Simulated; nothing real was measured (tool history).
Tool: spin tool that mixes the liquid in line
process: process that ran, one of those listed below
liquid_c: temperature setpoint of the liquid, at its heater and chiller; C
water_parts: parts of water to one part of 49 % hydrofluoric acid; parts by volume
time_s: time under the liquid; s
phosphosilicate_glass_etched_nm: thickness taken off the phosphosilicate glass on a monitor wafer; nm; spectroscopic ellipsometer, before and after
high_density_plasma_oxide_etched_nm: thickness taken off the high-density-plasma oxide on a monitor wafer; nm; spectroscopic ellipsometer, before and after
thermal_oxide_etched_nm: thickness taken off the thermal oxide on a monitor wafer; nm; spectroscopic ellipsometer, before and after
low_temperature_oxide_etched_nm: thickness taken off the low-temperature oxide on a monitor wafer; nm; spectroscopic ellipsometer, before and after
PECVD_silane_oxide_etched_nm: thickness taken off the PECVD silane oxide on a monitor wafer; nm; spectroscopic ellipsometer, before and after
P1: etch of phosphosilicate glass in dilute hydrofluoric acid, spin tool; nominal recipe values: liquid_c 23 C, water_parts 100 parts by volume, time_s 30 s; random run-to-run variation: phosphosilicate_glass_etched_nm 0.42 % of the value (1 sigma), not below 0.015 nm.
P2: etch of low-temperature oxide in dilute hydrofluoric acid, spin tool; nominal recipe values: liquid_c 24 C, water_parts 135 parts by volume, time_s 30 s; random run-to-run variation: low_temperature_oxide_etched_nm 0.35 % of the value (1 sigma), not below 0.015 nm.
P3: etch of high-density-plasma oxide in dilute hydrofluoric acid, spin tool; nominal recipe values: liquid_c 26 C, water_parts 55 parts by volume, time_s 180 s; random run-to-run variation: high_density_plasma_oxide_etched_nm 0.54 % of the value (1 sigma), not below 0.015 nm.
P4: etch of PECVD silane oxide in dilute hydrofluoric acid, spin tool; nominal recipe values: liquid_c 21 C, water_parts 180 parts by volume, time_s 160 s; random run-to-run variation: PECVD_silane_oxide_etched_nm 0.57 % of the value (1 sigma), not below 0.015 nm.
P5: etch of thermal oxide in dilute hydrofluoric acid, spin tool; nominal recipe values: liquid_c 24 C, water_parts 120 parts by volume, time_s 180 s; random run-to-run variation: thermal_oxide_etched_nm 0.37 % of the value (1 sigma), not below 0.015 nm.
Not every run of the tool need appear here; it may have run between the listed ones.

run,hour,process,liquid_c,water_parts,time_s,phosphosilicate_glass_etched_nm,high_density_plasma_oxide_etched_nm,thermal_oxide_etched_nm,low_temperature_oxide_etched_nm,PECVD_silane_oxide_etched_nm
1,14,P1,23,100,30,25.362,,,,
2,22.5,P3,26,55,85,,12.192,,,
3,39.5,P1,17,100,15,9.9019,,,,
4,55.6,P1,17,100,30,19.711,,,,
5,73.1,P5,24,120,180,,,6.9627,,
6,88.8,P1,23,100,55,45.967,,,,
7,104.2,P5,24,205,180,,,3.7237,,
8,117.7,P1,23,100,30,25.139,,,,
9,135.9,P1,30.5,100,30,33.752,,,,
10,149.2,P1,27.5,100,55,54.928,,,,
11,164.7,P1,23,100,15,12.661,,,,
12,173.7,P1,23,100,30,25.2,,,,
13,183.6,P3,26,80,180,,17.074,,,
14,198.6,P2,24,245,30,,,,3.4504,
15,211.3,P4,21,180,160,,,,,20.694
16,222.2,P1,23,45,30,60.103,,,,
17,235.6,P1,23,100,30,25.39,,,,
18,251.1,P2,32,135,30,,,,9.5581,
19,260.9,P4,17,180,160,,,,,17.48
20,275.4,P1,23,100,30,25.065,,,,
21,290.1,P2,24,135,30,,,,7.1114,
22,307.8,P2,24,135,30,,,,7.0456,
23,323.1,P1,17,100,55,36.214,,,,
24,332.9,P5,17,120,180,,,5.2504,,
25,349.5,P1,23,100,30,25.171,,,,
26,363.5,P1,23,145,30,16.47,,,,
27,382.5,P3,26,55,180,,25.745,,,
28,401.4,P5,24,120,180,,,6.9764,,
29,417,P4,21,180,25,,,,,3.2648
30,432.5,P2,24,135,50,,,,11.835,
31,441.8,P5,24,120,15,,,0.59686,,
32,459.4,P3,18,55,180,,18.243,,,
33,469.7,P3,26,55,180,,25.689,,,
34,487.7,P4,21,180,160,,,,,20.681
35,497.8,P4,21,310,160,,,,,10.528
36,515.6,P1,23,100,30,25.285,,,,
37,530.9,P1,23,100,30,26.244,,,,
38,539.7,P1,23,100,30,26.69,,,,
39,555.3,P1,23,100,30,27.287,,,,
40,570.5,P1,23,100,30,27.555,,,,
41,579.5,P1,23,100,30,27.758,,,,
42,589.9,P1,23,100,30,27.481,,,,
43,600.4,P1,23,100,30,27.718,,,,
44,613.8,P1,23,100,30,27.723,,,,

Something has made what P1 gives creep away from where it was; the 2 causes below, each at its own stated size, fit the log equally well:
A: hydrofluoric acid flow above the setpoint (%) = 9.01
B: liquid hotter than its thermometer reads (K) = 2.44
The gradual shift began around hour 515.6.

The 4 check runs listed below each average the results of 2 wafers, and their outcomes are marked with question marks. Under which run would the listed causes produce clearly different results?
check 1,627.2,P2,32,235,30,,,,?,
check 2,627.2,P5,21,120,180,,,?,,
check 3,627.2,P4,17.5,180,90,,,,,?
check 4,627.2,P3,26,75,180,,?,,,

What each check would give under each cause:
check,result,if A,if B
check 1,low_temperature_oxide_etched_nm,5.3616,5.1965
check 2,thermal_oxide_etched_nm,6.8142,6.8109
check 3,PECVD_silane_oxide_etched_nm,11.105,11.062
check 4,high_density_plasma_oxide_etched_nm,20.167,20.19
Per-check spread between the two closest causes, in the result where they differ most: check 1 3.13 %; check 2 0.05 %; check 3 0.39 %; check 4 0.12 %
The causes can be told apart only by check 1. The other checks would give nearly the same results under each of them.

Check 1 has now been run. It gave: low_temperature_oxide_etched_nm 5.1622 nm. Which of the candidate causes is it?

The correct cause is B, namely: liquid hotter than its thermometer reads (K).

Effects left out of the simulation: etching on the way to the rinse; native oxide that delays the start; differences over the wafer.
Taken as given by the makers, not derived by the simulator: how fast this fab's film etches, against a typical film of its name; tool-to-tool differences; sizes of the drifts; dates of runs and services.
